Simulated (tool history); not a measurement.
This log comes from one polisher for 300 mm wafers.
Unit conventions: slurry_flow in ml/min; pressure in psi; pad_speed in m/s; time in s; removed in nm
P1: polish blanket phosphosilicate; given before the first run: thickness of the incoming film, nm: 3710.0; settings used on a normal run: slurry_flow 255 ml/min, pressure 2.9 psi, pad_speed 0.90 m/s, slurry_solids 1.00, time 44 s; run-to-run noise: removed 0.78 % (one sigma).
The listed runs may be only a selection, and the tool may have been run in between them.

Run 1, hour 11.2: slurry_flow 255 ml/min, pressure 2.9 psi, pad_speed 0.90 m/s, slurry_solids 1.00, time 44 s. Result: removed 344.72 nm.
Run 2, hour 28.5: slurry_flow 255 ml/min, pressure 2.9 psi, pad_speed 0.90 m/s, slurry_solids 1.00, time 44 s. Result: removed 347.93 nm.
Run 3, hour 39.6: slurry_flow 335 ml/min, pressure 1.3 psi, pad_speed 0.90 m/s, slurry_solids 1.00, time 44 s. Result: removed 159.45 nm.
Run 4, hour 54.9: slurry_flow 255 ml/min, pressure 2.9 psi, pad_speed 1.32 m/s, slurry_solids 1.00, time 44 s. Result: removed 475.15 nm.
At hour 69.7: conditioning disc replaced and pad reconditioned.
Run 5, hour 71.9: slurry_flow 255 ml/min, pressure 3.7 psi, pad_speed 0.42 m/s, slurry_solids 1.00, time 44 s. Result: removed 240.00 nm.
Run 6, hour 82.6: slurry_flow 255 ml/min, pressure 2.9 psi, pad_speed 0.90 m/s, slurry_solids 0.50, time 44 s. Result: removed 238.33 nm.
Run 7, hour 93.6: slurry_flow 385 ml/min, pressure 2.9 psi, pad_speed 0.90 m/s, slurry_solids 1.00, time 44 s. Result: removed 363.76 nm.
Run 8, hour 104.5: slurry_flow 255 ml/min, pressure 2.9 psi, pad_speed 0.90 m/s, slurry_solids 1.00, time 44 s. Result: removed 348.37 nm.
Run 9, hour 118.5: slurry_flow 255 ml/min, pressure 2.9 psi, pad_speed 0.90 m/s, slurry_solids 1.00, time 60 s. Result: removed 475.54 nm.
Run 10, hour 130.0: slurry_flow 255 ml/min, pressure 2.9 psi, pad_speed 0.90 m/s, slurry_solids 1.30, time 44 s. Result: removed 386.62 nm.
Run 11, hour 141.2: slurry_flow 255 ml/min, pressure 1.3 psi, pad_speed 0.90 m/s, slurry_solids 1.00, time 44 s. Result: removed 156.14 nm.
Run 12, hour 153.5: slurry_flow 255 ml/min, pressure 2.9 psi, pad_speed 0.90 m/s, slurry_solids 1.00, time 44 s. Result: removed 347.61 nm.
Run 13, hour 162.5: slurry_flow 255 ml/min, pressure 4.3 psi, pad_speed 0.90 m/s, slurry_solids 1.00, time 44 s. Result: removed 509.48 nm.
Run 14, hour 176.1: slurry_flow 155 ml/min, pressure 2.9 psi, pad_speed 0.90 m/s, slurry_solids 1.00, time 44 s. Result: removed 327.79 nm.
Run 15, hour 192.4: slurry_flow 255 ml/min, pressure 2.9 psi, pad_speed 0.90 m/s, slurry_solids 1.00, time 44 s. Result: removed 342.08 nm.
Run 16, hour 207.2: slurry_flow 255 ml/min, pressure 2.9 psi, pad_speed 0.90 m/s, slurry_solids 1.00, time 20 s. Result: removed 158.40 nm.
At hour 208.0: head pressure recalibrated.
Run 17, hour 215.8: slurry_flow 255 ml/min, pressure 2.9 psi, pad_speed 0.42 m/s, slurry_solids 1.00, time 44 s. Result: removed 188.00 nm.
Run 18, hour 224.6: slurry_flow 325 ml/min, pressure 2.9 psi, pad_speed 0.90 m/s, slurry_solids 1.25, time 44 s. Result: removed 386.81 nm.
Run 19, hour 232.9: slurry_flow 255 ml/min, pressure 2.9 psi, pad_speed 0.90 m/s, slurry_solids 1.00, time 44 s. Result: removed 343.50 nm.
Run 20, hour 250.7: slurry_flow 255 ml/min, pressure 2.9 psi, pad_speed 0.90 m/s, slurry_solids 1.00, time 44 s. Result: removed 329.77 nm.
Run 21, hour 266.8: slurry_flow 255 ml/min, pressure 2.9 psi, pad_speed 0.90 m/s, slurry_solids 1.00, time 44 s. Result: removed 332.17 nm.
Run 22, hour 284.8: slurry_flow 255 ml/min, pressure 2.9 psi, pad_speed 0.90 m/s, slurry_solids 1.00, time 44 s. Result: removed 318.95 nm.
At hour 287.3: slurry nozzle cleaned.
Run 23, hour 302.2: slurry_flow 255 ml/min, pressure 2.9 psi, pad_speed 0.90 m/s, slurry_solids 1.00, time 44 s. Result: removed 308.64 nm.
Run 24, hour 311.9: slurry_flow 255 ml/min, pressure 2.9 psi, pad_speed 0.90 m/s, slurry_solids 1.00, time 44 s. Result: removed 315.69 nm.
At hour 325.1: conditioning disc replaced and pad reconditioned.
At hour 326.9: worn pad replaced by a new one.
Run 25, hour 330.2: slurry_flow 255 ml/min, pressure 2.9 psi, pad_speed 0.90 m/s, slurry_solids 1.00, time 44 s. Result: removed 313.86 nm.
Run 26, hour 346.2: slurry_flow 255 ml/min, pressure 2.9 psi, pad_speed 0.90 m/s, slurry_solids 1.00, time 44 s. Result: removed 316.52 nm.

Run 27, settings as shown, results not yet in. Your forecast:
Run 27, hour 359.9: slurry_flow 255 ml/min, pressure 2.9 psi, pad_speed 0.90 m/s, slurry_solids 1.00, time 44 s. Result: removed ?.

removed: 310.13 nm
